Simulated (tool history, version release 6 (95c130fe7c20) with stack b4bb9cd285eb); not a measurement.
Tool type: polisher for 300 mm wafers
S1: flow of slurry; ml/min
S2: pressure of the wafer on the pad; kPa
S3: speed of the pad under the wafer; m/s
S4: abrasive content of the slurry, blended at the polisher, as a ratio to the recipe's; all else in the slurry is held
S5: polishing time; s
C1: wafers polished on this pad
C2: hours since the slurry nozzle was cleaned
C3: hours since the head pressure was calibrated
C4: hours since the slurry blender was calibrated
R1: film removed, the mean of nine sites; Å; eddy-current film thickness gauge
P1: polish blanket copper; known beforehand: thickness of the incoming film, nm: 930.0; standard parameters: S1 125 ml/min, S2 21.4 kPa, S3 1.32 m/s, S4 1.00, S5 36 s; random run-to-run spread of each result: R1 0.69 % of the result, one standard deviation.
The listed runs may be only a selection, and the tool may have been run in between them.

{"run": 1, "hour": 4.3, "S1": 125, "S2": 21.4, "S3": 1.32, "S4": 1.0, "S5": 36, "C1": 802, "C2": 121.8, "C3": 824.3, "C4": 58.0, "R1": 1472.8}
{"run": 2, "hour": 7.4, "S1": 125, "S2": 13.1, "S3": 1.32, "S4": 1.0, "S5": 36, "C1": 843, "C2": 124.9, "C3": 827.4, "C4": 61.1, "R1": 917.48}
{"run": 3, "hour": 10.4, "S1": 125, "S2": 21.4, "S3": 1.32, "S4": 1.0, "S5": 36, "C1": 883, "C2": 127.9, "C3": 830.4, "C4": 64.1, "R1": 1492.0}
{"run": 4, "hour": 12.8, "S1": 75, "S2": 21.4, "S3": 1.32, "S4": 1.0, "S5": 36, "C1": 915, "C2": 130.3, "C3": 832.8, "C4": 66.5, "R1": 1295.7}
{"run": 5, "hour": 14.7, "S1": 125, "S2": 21.4, "S3": 1.32, "S4": 1.45, "S5": 36, "C1": 940, "C2": 132.2, "C3": 834.7, "C4": 68.4, "R1": 1596.6}
{"run": 6, "hour": 18.5, "S1": 125, "S2": 21.4, "S3": 1.32, "S4": 1.0, "S5": 16, "C1": 991, "C2": 136.0, "C3": 838.5, "C4": 72.2, "R1": 665.92}
{"run": 7, "hour": 21.6, "S1": 125, "S2": 21.4, "S3": 1.32, "S4": 1.0, "S5": 36, "C1": 1032, "C2": 139.1, "C3": 841.6, "C4": 75.3, "R1": 1497.2}
{"run": 8, "hour": 24.1, "S1": 125, "S2": 21.4, "S3": 1.32, "S4": 0.6, "S5": 36, "C1": 1065, "C2": 141.6, "C3": 844.1, "C4": 77.8, "R1": 1331.0}
{"run": 9, "hour": 26.9, "S1": 125, "S2": 21.4, "S3": 1.32, "S4": 1.0, "S5": 36, "C1": 1103, "C2": 144.4, "C3": 846.9, "C4": 80.6, "R1": 1469.0}
{"hour": 27.1, "done": "head pressure recalibrated"}
{"run": 10, "hour": 30.5, "S1": 125, "S2": 21.4, "S3": 1.32, "S4": 1.0, "S5": 49, "C1": 1151, "C2": 148.0, "C3": 3.4, "C4": 84.2, "R1": 2022.0}
{"run": 11, "hour": 34.5, "S1": 125, "S2": 21.4, "S3": 1.32, "S4": 0.8, "S5": 49, "C1": 1204, "C2": 152.0, "C3": 7.4, "C4": 88.2, "R1": 1927.7}
{"run": 12, "hour": 38.3, "S1": 125, "S2": 21.4, "S3": 0.62, "S4": 1.0, "S5": 36, "C1": 1254, "C2": 155.8, "C3": 11.2, "C4": 92.0, "R1": 701.54}
{"run": 13, "hour": 41.4, "S1": 125, "S2": 32.4, "S3": 1.32, "S4": 1.0, "S5": 36, "C1": 1296, "C2": 158.9, "C3": 14.3, "C4": 95.1, "R1": 2263.4}
{"run": 14, "hour": 45.3, "S1": 125, "S2": 21.4, "S3": 1.76, "S4": 1.0, "S5": 17, "C1": 1348, "C2": 162.8, "C3": 18.2, "C4": 99.0, "R1": 939.02}
{"run": 15, "hour": 48.8, "S1": 125, "S2": 21.4, "S3": 2.08, "S4": 1.0, "S5": 36, "C1": 1394, "C2": 166.3, "C3": 21.7, "C4": 102.5, "R1": 2340.6}
{"run": 16, "hour": 52.3, "S1": 200, "S2": 21.4, "S3": 1.32, "S4": 1.0, "S5": 36, "C1": 1441, "C2": 169.8, "C3": 25.2, "C4": 106.0, "R1": 1598.6}
{"run": 17, "hour": 56.6, "S1": 125, "S2": 21.4, "S3": 1.32, "S4": 1.0, "S5": 36, "C1": 1498, "C2": 174.1, "C3": 29.5, "C4": 110.3, "R1": 1486.4}
{"run": 18, "hour": 61.1, "S1": 125, "S2": 21.4, "S3": 1.32, "S4": 1.0, "S5": 36, "C1": 1558, "C2": 178.6, "C3": 34.0, "C4": 114.8, "R1": 1427.9}
{"run": 19, "hour": 64.6, "S1": 125, "S2": 21.4, "S3": 1.32, "S4": 1.0, "S5": 36, "C1": 1604, "C2": 182.1, "C3": 37.5, "C4": 118.3, "R1": 1412.9}
{"run": 20, "hour": 69.0, "S1": 125, "S2": 21.4, "S3": 1.32, "S4": 1.0, "S5": 36, "C1": 1663, "C2": 186.5, "C3": 41.9, "C4": 122.7, "R1": 1407.8}
{"hour": 72.3, "done": "head pressure recalibrated"}
{"run": 21, "hour": 73.3, "S1": 125, "S2": 21.4, "S3": 1.32, "S4": 1.0, "S5": 36, "C1": 1720, "C2": 190.8, "C3": 1.0, "C4": 127.0, "R1": 1410.3}
{"hour": 73.4, "done": "slurry blender recalibrated"}
{"run": 22, "hour": 76.7, "S1": 125, "S2": 21.4, "S3": 1.32, "S4": 1.0, "S5": 36, "C1": 1765, "C2": 194.2, "C3": 4.4, "C4": 3.4, "R1": 1414.6}
{"run": 23, "hour": 79.3, "S1": 125, "S2": 21.4, "S3": 1.32, "S4": 1.0, "S5": 36, "C1": 1800, "C2": 196.8, "C3": 7.0, "C4": 6.0, "R1": 1393.0}
{"run": 24, "hour": 83.4, "S1": 125, "S2": 21.4, "S3": 1.32, "S4": 1.0, "S5": 36, "C1": 1855, "C2": 200.9, "C3": 11.1, "C4": 10.1, "R1": 1386.4}
{"run": 25, "hour": 86.3, "S1": 125, "S2": 21.4, "S3": 1.32, "S4": 1.0, "S5": 36, "C1": 1893, "C2": 203.8, "C3": 14.0, "C4": 13.0, "R1": 1389.7}

Something has made what P1 gives creep away from where it was; the 2 causes below, each at its own stated size, fit the log equally well:
A: slurry flow missing at the pad, % = 25.8
B: removal rate lost through wear of the pad, % = 6.84
At approximately hour 56.6, the process output began to creep.
Every other cause this tool's parts could produce, and why it does not fit the log:
head's pressure below its setpoint, %: serviced after onset, at hour 72.3, with no recovery of the prior output
abrasive missing from the slurry, %: serviced after onset, at hour 73.4, with no recovery of the prior output

Below are 4 check runs, each averaged over 5 wafers, with their results shown as question marks. Which of them would give clearly different results depending on which cause is behind the drift?
{"run": "check 1", "hour": 89.2, "S1": 125, "S2": 21.4, "S3": 0.62, "S4": 1.0, "S5": 19, "R1": "?"}
{"run": "check 2", "hour": 89.2, "S1": 125, "S2": 14.5, "S3": 1.32, "S4": 1.4, "S5": 36, "R1": "?"}
{"run": "check 3", "hour": 89.2, "S1": 125, "S2": 21.4, "S3": 1.32, "S4": 1.45, "S5": 36, "R1": "?"}
{"run": "check 4", "hour": 89.2, "S1": 195, "S2": 27.6, "S3": 1.32, "S4": 1.0, "S5": 36, "R1": "?"}

Outcome of each check run for each possible cause:
check=check_1 result=R1 if_A=343.80 if_B=343.73
check=check_2 result=R1 if_A=1011.20 if_B=1011.00
check=check_3 result=R1 if_A=1504.40 if_B=1504.10
check=check_4 result=R1 if_A=1975.60 if_B=1929.30
Gap, in per cent, between the two causes that each check separates least, read from the result that separates them most: check 1 0.02 %; check 2 0.02 %; check 3 0.02 %; check 4 2.37 %
The causes can be told apart only by check 4. The other checks would give nearly the same results under each of them.

Running check 4 produced the following: R1 1975.10 Å. Which one of the listed causes fits?

Of the candidate causes, it is A: slurry flow missing at the pad, %.
